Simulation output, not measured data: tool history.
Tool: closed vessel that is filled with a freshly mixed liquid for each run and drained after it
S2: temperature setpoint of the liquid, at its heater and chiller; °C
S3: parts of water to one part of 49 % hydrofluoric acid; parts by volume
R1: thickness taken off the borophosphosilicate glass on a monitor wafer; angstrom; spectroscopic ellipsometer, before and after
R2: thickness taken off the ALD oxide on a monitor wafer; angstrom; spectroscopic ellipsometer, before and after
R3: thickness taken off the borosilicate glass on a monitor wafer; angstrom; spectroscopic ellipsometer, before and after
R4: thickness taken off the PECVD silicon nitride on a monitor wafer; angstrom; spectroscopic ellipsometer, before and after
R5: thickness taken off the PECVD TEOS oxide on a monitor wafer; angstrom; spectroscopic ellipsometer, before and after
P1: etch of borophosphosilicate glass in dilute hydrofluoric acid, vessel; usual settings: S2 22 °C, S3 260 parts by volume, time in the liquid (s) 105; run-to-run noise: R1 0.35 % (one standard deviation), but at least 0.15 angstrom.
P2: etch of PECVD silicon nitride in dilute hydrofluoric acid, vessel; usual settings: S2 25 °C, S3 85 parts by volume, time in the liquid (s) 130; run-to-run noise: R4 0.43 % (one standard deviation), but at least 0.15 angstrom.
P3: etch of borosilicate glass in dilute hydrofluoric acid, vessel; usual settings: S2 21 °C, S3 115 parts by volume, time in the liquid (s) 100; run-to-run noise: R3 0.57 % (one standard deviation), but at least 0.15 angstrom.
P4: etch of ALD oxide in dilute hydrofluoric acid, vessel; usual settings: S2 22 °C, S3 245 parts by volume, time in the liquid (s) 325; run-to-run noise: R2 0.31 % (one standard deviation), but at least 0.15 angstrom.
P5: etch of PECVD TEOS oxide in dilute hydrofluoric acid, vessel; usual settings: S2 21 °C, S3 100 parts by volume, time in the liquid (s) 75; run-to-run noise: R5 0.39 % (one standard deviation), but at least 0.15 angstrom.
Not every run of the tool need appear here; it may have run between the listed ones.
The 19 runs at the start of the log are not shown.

Run 20, hour 187.4: process that ran P3, S2 28.5 °C, S3 115 parts by volume, time in the liquid (s) 100. Result: R3 192.69 angstrom.
Run 21, hour 196.5: process that ran P1, S2 22 °C, S3 260 parts by volume, time in the liquid (s) 105. Result: R1 102.22 angstrom.
Run 22, hour 207.6: process that ran P1, S2 17 °C, S3 260 parts by volume, time in the liquid (s) 105. Result: R1 84.452 angstrom.
Run 23, hour 220.2: process that ran P1, S2 22 °C, S3 260 parts by volume, time in the liquid (s) 105. Result: R1 101.31 angstrom.
Run 24, hour 233.2: process that ran P1, S2 22 °C, S3 260 parts by volume, time in the liquid (s) 105. Result: R1 101.2 angstrom.
Run 25, hour 243.9: process that ran P5, S2 21 °C, S3 100 parts by volume, time in the liquid (s) 75. Result: R5 114.12 angstrom.
Run 26, hour 257.5: process that ran P1, S2 22 °C, S3 260 parts by volume, time in the liquid (s) 105. Result: R1 101.74 angstrom.
Run 27, hour 269.1: process that ran P1, S2 22 °C, S3 445 parts by volume, time in the liquid (s) 55. Result: R1 26.437 angstrom.
Run 28, hour 282.6: process that ran P5, S2 21 °C, S3 100 parts by volume, time in the liquid (s) 40. Result: R5 60.517 angstrom.
Run 29, hour 293.3: process that ran P1, S2 22 °C, S3 260 parts by volume, time in the liquid (s) 215. Result: R1 208.3 angstrom.
Run 30, hour 304.7: process that ran P2, S2 32.5 °C, S3 85 parts by volume, time in the liquid (s) 130. Result: R4 118.1 angstrom.
Run 31, hour 312.8: process that ran P5, S2 21 °C, S3 100 parts by volume, time in the liquid (s) 75. Result: R5 113.29 angstrom.
Run 32, hour 321.8: process that ran P1, S2 22 °C, S3 260 parts by volume, time in the liquid (s) 105. Result: R1 101.28 angstrom.
Run 33, hour 333: process that ran P1, S2 22 °C, S3 260 parts by volume, time in the liquid (s) 105. Result: R1 105.19 angstrom.
Run 34, hour 342.8: process that ran P1, S2 22 °C, S3 260 parts by volume, time in the liquid (s) 105. Result: R1 106.94 angstrom.
Run 35, hour 353.4: process that ran P1, S2 22 °C, S3 260 parts by volume, time in the liquid (s) 105. Result: R1 108.62 angstrom.
Run 36, hour 360.7: process that ran P1, S2 22 °C, S3 260 parts by volume, time in the liquid (s) 105. Result: R1 109.45 angstrom.
Run 37, hour 371.6: process that ran P1, S2 22 °C, S3 260 parts by volume, time in the liquid (s) 105. Result: R1 108.97 angstrom.

Run 38 comes next. What will it give?
Run 38, hour 378: process that ran P1, S2 22 °C, S3 260 parts by volume, time in the liquid (s) 105. Result: R1 ?.

{"run 38": {"R1": 109.49}}

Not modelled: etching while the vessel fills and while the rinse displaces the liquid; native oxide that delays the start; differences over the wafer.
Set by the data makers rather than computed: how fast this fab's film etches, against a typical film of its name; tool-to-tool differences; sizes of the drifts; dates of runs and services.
